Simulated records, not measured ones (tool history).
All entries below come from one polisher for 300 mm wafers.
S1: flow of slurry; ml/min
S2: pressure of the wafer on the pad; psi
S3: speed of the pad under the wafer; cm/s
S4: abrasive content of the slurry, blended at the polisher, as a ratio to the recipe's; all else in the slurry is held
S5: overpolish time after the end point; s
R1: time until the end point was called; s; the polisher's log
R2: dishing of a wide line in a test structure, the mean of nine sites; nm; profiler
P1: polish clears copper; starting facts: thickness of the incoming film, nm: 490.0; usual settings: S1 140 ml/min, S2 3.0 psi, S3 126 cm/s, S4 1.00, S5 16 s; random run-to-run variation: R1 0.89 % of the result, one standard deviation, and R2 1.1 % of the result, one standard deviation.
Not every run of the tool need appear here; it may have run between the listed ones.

| run | hour | S1 | S2 | S3 | S4 | S5 | R1 | R2 |
|---|---|---|---|---|---|---|---|---|
| 1 | 13.9 | 140 | 3.0 | 126 | 1.00 | 16 | 112.570 | 41.957 |
| 2 | 23.9 | 85 | 3.0 | 126 | 1.00 | 16 | 127.510 | 38.273 |
| 3 | 35.4 | 140 | 3.0 | 126 | 1.00 | 16 | 115.310 | 42.809 |
| 4 | 52.6 | 140 | 3.0 | 58 | 1.00 | 26 | 245.960 | 33.678 |
| 5 | 69.1 | 140 | 3.0 | 126 | 1.00 | 16 | 113.690 | 42.642 |
| 6 | 86.2 | 140 | 3.0 | 126 | 1.30 | 16 | 108.210 | 44.251 |
| 7 | 102.0 | 140 | 1.4 | 126 | 1.00 | 16 | 247.100 | 21.670 |
| 8 | 113.1 | 140 | 3.0 | 126 | 1.00 | 16 | 113.370 | 42.965 |
| 9 | 121.4 | 140 | 3.0 | 126 | 1.00 | 16 | 114.230 | 42.923 |
| 10 | 136.5 | 140 | 3.0 | 126 | 0.55 | 16 | 128.000 | 38.652 |
| 11 | 150.5 | 140 | 3.0 | 196 | 1.00 | 16 | 73.337 | 60.217 |
| 12 | 164.8 | 140 | 3.0 | 126 | 1.00 | 16 | 113.980 | 42.589 |
| 13 | 178.2 | 140 | 3.0 | 56 | 1.00 | 16 | 251.620 | 21.383 |
| 14 | 187.7 | 140 | 3.0 | 126 | 1.00 | 26 | 112.160 | 62.443 |
| 15 | 204.7 | 175 | 3.0 | 126 | 1.00 | 16 | 108.820 | 43.237 |
| 16 | 217.2 | 140 | 4.4 | 126 | 1.00 | 16 | 76.571 | 59.688 |
| 17 | 228.2 | 140 | 3.0 | 126 | 1.00 | 5 | 114.160 | 15.371 |
| 18 | 241.5 | 140 | 1.5 | 126 | 1.35 | 16 | 211.200 | 24.639 |

What does the tool deliver on the next run?
| 19 | 255.2 | 140 | 3.0 | 126 | 1.00 | 16 | ? | ? |

R1: 112.110 s
R2: 42.090 nm
